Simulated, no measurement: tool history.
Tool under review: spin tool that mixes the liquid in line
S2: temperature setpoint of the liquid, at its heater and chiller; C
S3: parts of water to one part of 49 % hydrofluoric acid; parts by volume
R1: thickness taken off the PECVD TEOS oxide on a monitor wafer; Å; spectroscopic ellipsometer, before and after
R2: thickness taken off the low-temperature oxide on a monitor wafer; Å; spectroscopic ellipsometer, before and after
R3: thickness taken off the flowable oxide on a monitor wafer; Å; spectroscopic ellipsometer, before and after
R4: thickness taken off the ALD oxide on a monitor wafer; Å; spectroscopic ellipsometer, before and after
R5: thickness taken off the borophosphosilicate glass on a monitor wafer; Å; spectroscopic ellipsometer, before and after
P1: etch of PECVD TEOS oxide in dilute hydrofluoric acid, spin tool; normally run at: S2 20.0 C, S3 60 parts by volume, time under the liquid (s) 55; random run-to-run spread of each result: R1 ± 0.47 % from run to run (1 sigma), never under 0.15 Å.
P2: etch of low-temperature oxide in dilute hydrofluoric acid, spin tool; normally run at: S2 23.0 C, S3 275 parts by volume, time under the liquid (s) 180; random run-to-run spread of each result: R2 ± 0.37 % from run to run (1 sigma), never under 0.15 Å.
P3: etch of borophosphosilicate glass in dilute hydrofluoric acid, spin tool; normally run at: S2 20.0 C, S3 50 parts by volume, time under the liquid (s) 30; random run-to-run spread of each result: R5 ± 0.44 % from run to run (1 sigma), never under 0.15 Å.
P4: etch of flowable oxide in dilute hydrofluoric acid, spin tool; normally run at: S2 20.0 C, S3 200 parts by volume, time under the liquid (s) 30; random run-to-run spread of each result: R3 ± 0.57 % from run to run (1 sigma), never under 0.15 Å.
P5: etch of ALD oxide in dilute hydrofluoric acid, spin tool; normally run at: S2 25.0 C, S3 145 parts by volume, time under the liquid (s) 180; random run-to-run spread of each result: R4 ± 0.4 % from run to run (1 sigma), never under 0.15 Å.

{"run": 1, "hour": 12.3, "process that ran": "P1", "S2": 20.0, "S3": 60, "time under the liquid (s)": 55, "R1": 102.78}
{"run": 2, "hour": 29.7, "process that ran": "P2", "S2": 23.0, "S3": 275, "time under the liquid (s)": 15, "R2": 9.6806}
{"run": 3, "hour": 42.2, "process that ran": "P1", "S2": 20.0, "S3": 20, "time under the liquid (s)": 90, "R1": 527.02}
{"run": 4, "hour": 53.0, "process that ran": "P4", "S2": 20.0, "S3": 200, "time under the liquid (s)": 15, "R3": 40.385}
{"run": 5, "hour": 70.0, "process that ran": "P4", "S2": 17.0, "S3": 200, "time under the liquid (s)": 30, "R3": 71.373}
{"run": 6, "hour": 79.6, "process that ran": "P1", "S2": 20.0, "S3": 60, "time under the liquid (s)": 55, "R1": 103.06}
{"run": 7, "hour": 95.3, "process that ran": "P2", "S2": 29.0, "S3": 275, "time under the liquid (s)": 180, "R2": 145.32}
{"run": 8, "hour": 106.6, "process that ran": "P1", "S2": 20.0, "S3": 60, "time under the liquid (s)": 15, "R1": 27.875}
{"run": 9, "hour": 123.4, "process that ran": "P5", "S2": 25.0, "S3": 65, "time under the liquid (s)": 180, "R4": 306.16}
{"run": 10, "hour": 134.9, "process that ran": "P1", "S2": 20.0, "S3": 60, "time under the liquid (s)": 55, "R1": 102.68}
{"run": 11, "hour": 148.2, "process that ran": "P1", "S2": 24.5, "S3": 60, "time under the liquid (s)": 55, "R1": 122.95}
{"run": 12, "hour": 157.4, "process that ran": "P1", "S2": 20.0, "S3": 60, "time under the liquid (s)": 100, "R1": 187.42}
{"run": 13, "hour": 173.8, "process that ran": "P1", "S2": 20.0, "S3": 60, "time under the liquid (s)": 55, "R1": 102.44}
{"run": 14, "hour": 190.6, "process that ran": "P5", "S2": 25.0, "S3": 145, "time under the liquid (s)": 75, "R4": 52.159}
{"run": 15, "hour": 208.3, "process that ran": "P2", "S2": 23.0, "S3": 275, "time under the liquid (s)": 180, "R2": 117.09}
{"run": 16, "hour": 223.2, "process that ran": "P1", "S2": 17.0, "S3": 60, "time under the liquid (s)": 55, "R1": 90.116}
{"run": 17, "hour": 241.0, "process that ran": "P2", "S2": 23.0, "S3": 470, "time under the liquid (s)": 180, "R2": 58.068}
{"run": 18, "hour": 255.0, "process that ran": "P3", "S2": 24.5, "S3": 50, "time under the liquid (s)": 30, "R5": 342.31}
{"run": 19, "hour": 273.2, "process that ran": "P3", "S2": 20.0, "S3": 50, "time under the liquid (s)": 30, "R5": 286.88}
{"run": 20, "hour": 289.5, "process that ran": "P5", "S2": 25.0, "S3": 145, "time under the liquid (s)": 180, "R4": 124.87}
{"run": 21, "hour": 297.8, "process that ran": "P1", "S2": 20.0, "S3": 20, "time under the liquid (s)": 55, "R1": 322.07}
{"run": 22, "hour": 310.9, "process that ran": "P4", "S2": 20.0, "S3": 200, "time under the liquid (s)": 30, "R3": 79.956}
{"run": 23, "hour": 329.3, "process that ran": "P1", "S2": 20.0, "S3": 100, "time under the liquid (s)": 55, "R1": 58.86}
{"run": 24, "hour": 344.4, "process that ran": "P4", "S2": 20.0, "S3": 305, "time under the liquid (s)": 30, "R3": 47.837}
{"run": 25, "hour": 357.9, "process that ran": "P3", "S2": 20.0, "S3": 20, "time under the liquid (s)": 30, "R5": 745.13}
{"run": 26, "hour": 375.5, "process that ran": "P5", "S2": 25.0, "S3": 145, "time under the liquid (s)": 180, "R4": 124.98}
{"run": 27, "hour": 390.9, "process that ran": "P2", "S2": 23.0, "S3": 275, "time under the liquid (s)": 180, "R2": 118.0}
{"run": 28, "hour": 404.7, "process that ran": "P3", "S2": 20.0, "S3": 50, "time under the liquid (s)": 30, "R5": 283.83}
{"run": 29, "hour": 421.4, "process that ran": "P3", "S2": 20.0, "S3": 50, "time under the liquid (s)": 15, "R5": 142.38}
{"run": 30, "hour": 438.7, "process that ran": "P5", "S2": 18.0, "S3": 145, "time under the liquid (s)": 180, "R4": 96.055}
{"run": 31, "hour": 448.1, "process that ran": "P4", "S2": 20.0, "S3": 200, "time under the liquid (s)": 30, "R3": 79.858}
{"run": 32, "hour": 464.8, "process that ran": "P1", "S2": 20.0, "S3": 60, "time under the liquid (s)": 55, "R1": 102.92}
{"run": 33, "hour": 477.1, "process that ran": "P1", "S2": 20.0, "S3": 60, "time under the liquid (s)": 55, "R1": 105.55}
{"run": 34, "hour": 494.8, "process that ran": "P1", "S2": 20.0, "S3": 60, "time under the liquid (s)": 55, "R1": 107.78}
{"run": 35, "hour": 507.7, "process that ran": "P1", "S2": 20.0, "S3": 60, "time under the liquid (s)": 55, "R1": 108.1}
{"run": 36, "hour": 517.0, "process that ran": "P1", "S2": 20.0, "S3": 60, "time under the liquid (s)": 55, "R1": 108.58}
{"run": 37, "hour": 530.9, "process that ran": "P1", "S2": 20.0, "S3": 60, "time under the liquid (s)": 55, "R1": 108.54}
{"run": 38, "hour": 547.5, "process that ran": "P1", "S2": 20.0, "S3": 60, "time under the liquid (s)": 55, "R1": 110.6}
{"run": 39, "hour": 557.3, "process that ran": "P1", "S2": 20.0, "S3": 60, "time under the liquid (s)": 55, "R1": 108.69}
{"run": 40, "hour": 571.0, "process that ran": "P1", "S2": 20.0, "S3": 60, "time under the liquid (s)": 55, "R1": 109.02}

P1 no longer gives what it gave before; its output has crept away from where it was. The following 2 causes, each at its listed size, fit the log equally well:
A: liquid hotter than its thermometer reads (K) = 1.56
B: hydrofluoric acid flow above the setpoint (%) = 6.28
The drift started at roughly hour 464.8.

The check runs listed below each take one wafer, and their results are still question marks. Under which run would the listed causes lead to clearly different results?
{"run": "check 1", "hour": 584.7, "process that ran": "P4", "S2": 17.0, "S3": 200, "time under the liquid (s)": 15, "R3": "?"}
{"run": "check 2", "hour": 584.7, "process that ran": "P3", "S2": 20.0, "S3": 30, "time under the liquid (s)": 30, "R5": "?"}
{"run": "check 3", "hour": 584.7, "process that ran": "P2", "S2": 28.0, "S3": 420, "time under the liquid (s)": 180, "R2": "?"}
{"run": "check 4", "hour": 584.7, "process that ran": "P5", "S2": 18.5, "S3": 145, "time under the liquid (s)": 180, "R4": "?"}

What every check run would give for each of its results, assuming each possible cause in turn:
check=check_1 result=R3 if_A=37.968 if_B=38.354
check=check_2 result=R5 if_A=520.51 if_B=518.49
check=check_3 result=R2 if_A=83.1880 if_B=86.3460
check=check_4 result=R4 if_A=103.170 if_B=103.880
Minimum pairwise separation of causes per check, each pair taken at its best-separating result: check 1 1.01 %; check 2 0.39 %; check 3 3.73 %; check 4 0.69 %
Check 3 distinguishes between the causes, while the remaining checks would return nearly the same result for all of them.

With check 3 done, the readings were: R2 82.5240 Å. Identify which of the listed causes applies.

Of the candidate causes, it is A: liquid hotter than its thermometer reads (K).

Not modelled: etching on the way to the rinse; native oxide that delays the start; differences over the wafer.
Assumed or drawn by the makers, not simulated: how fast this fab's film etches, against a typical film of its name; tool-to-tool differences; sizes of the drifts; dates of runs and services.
